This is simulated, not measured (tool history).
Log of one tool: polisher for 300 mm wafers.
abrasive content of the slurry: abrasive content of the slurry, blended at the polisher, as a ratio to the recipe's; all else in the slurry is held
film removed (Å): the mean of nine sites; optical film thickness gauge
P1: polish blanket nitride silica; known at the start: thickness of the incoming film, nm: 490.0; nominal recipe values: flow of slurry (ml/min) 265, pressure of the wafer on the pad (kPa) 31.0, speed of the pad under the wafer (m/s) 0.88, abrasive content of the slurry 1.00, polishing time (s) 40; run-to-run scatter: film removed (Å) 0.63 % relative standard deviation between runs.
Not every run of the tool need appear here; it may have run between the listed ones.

run,hour,flow of slurry (ml/min),pressure of the wafer on the pad (kPa),speed of the pad under the wafer (m/s),abrasive content of the slurry,polishing time (s),film removed (Å)
1,8.7,265,31.0,0.88,1.00,40,326.32
2,22.2,160,48.3,0.88,1.00,40,471.57
3,30.2,265,31.0,0.88,1.00,40,322.55
4,38.9,265,49.0,0.88,1.00,40,511.14
5,51.8,355,46.9,0.88,1.00,40,508.88
6,66.0,265,31.0,0.88,1.45,40,380.73
7,74.3,265,31.0,0.88,1.00,62,498.69
8,81.2,420,31.0,0.88,1.00,40,340.36
9,93.2,265,31.0,0.88,1.00,25,203.10
10,106.2,265,31.0,1.22,1.00,40,423.54
11,113.4,265,31.0,0.88,0.60,40,249.87
12,123.0,265,31.0,0.88,1.00,40,324.51
13,129.6,160,31.0,0.88,1.00,40,304.64
# hour 139.5: slurry blender recalibrated
14,142.3,265,31.0,0.88,1.00,40,325.26
15,150.4,265,13.8,0.88,1.00,40,144.94
16,157.3,265,31.0,0.88,1.00,40,325.65
17,166.1,265,31.0,0.40,1.00,40,171.90
18,176.8,265,31.0,0.88,1.00,40,324.57
19,185.0,265,31.0,0.88,1.00,40,323.57
20,199.1,265,31.0,0.88,1.00,40,306.68
21,212.5,265,31.0,0.88,1.00,40,299.78
# hour 217.6: conditioning disc replaced and pad reconditioned
22,220.3,265,31.0,0.88,1.00,40,295.21
# hour 224.3: worn pad replaced by a new one
23,228.0,265,31.0,0.88,1.00,40,298.59
# hour 230.0: slurry nozzle cleaned
24,236.4,265,31.0,0.88,1.00,40,294.38
25,244.9,265,31.0,0.88,1.00,40,293.30
26,258.1,265,31.0,0.88,1.00,40,291.38

What P1 gives has crept away from where it was. These 2 causes fit the log equally well, each at the size given:
A: head's pressure below its setpoint, % = 10.4
B: abrasive missing from the slurry, % = 20.4
The gradual shift began around hour 185.0.
Ruled out, with reasons:
removal rate lost through wear of the pad, %: serviced after onset, at hour 224.3, with no recovery of the prior output
slurry flow missing at the pad, %: serviced after onset, at hour 230.0, with no recovery of the prior output
time polished since the conditioner stopped cutting, s: serviced after onset, at hour 217.6, with no recovery of the prior output

The 4 check runs listed below each average the results of 3 wafers, and their outcomes are marked with question marks. Under which run would the listed causes produce clearly different results?
check 1,271.3,365,15.9,0.88,1.00,40,?
check 2,271.3,265,48.3,0.68,1.00,40,?
check 3,271.3,265,20.0,0.88,0.60,40,?
check 4,271.3,265,31.0,0.88,1.00,29,?

Expected result of each check under each candidate cause:
check,result,if A,if B
check 1,film removed (Å),153.20,153.14
check 2,film removed (Å),369.01,368.87
check 3,film removed (Å),144.20,140.07
check 4,film removed (Å),211.38,211.30
Per-check spread between the two closest causes, in the result where they differ most: check 1 0.04 %; check 2 0.04 %; check 3 2.91 %; check 4 0.04 %
Check 3 is the one run that separates the causes; every other check would come out nearly the same whichever cause is at work.

Check 3 was then run and gave: film removed (Å) 143.21. Which cause is it?

It is A: head's pressure below its setpoint, %.

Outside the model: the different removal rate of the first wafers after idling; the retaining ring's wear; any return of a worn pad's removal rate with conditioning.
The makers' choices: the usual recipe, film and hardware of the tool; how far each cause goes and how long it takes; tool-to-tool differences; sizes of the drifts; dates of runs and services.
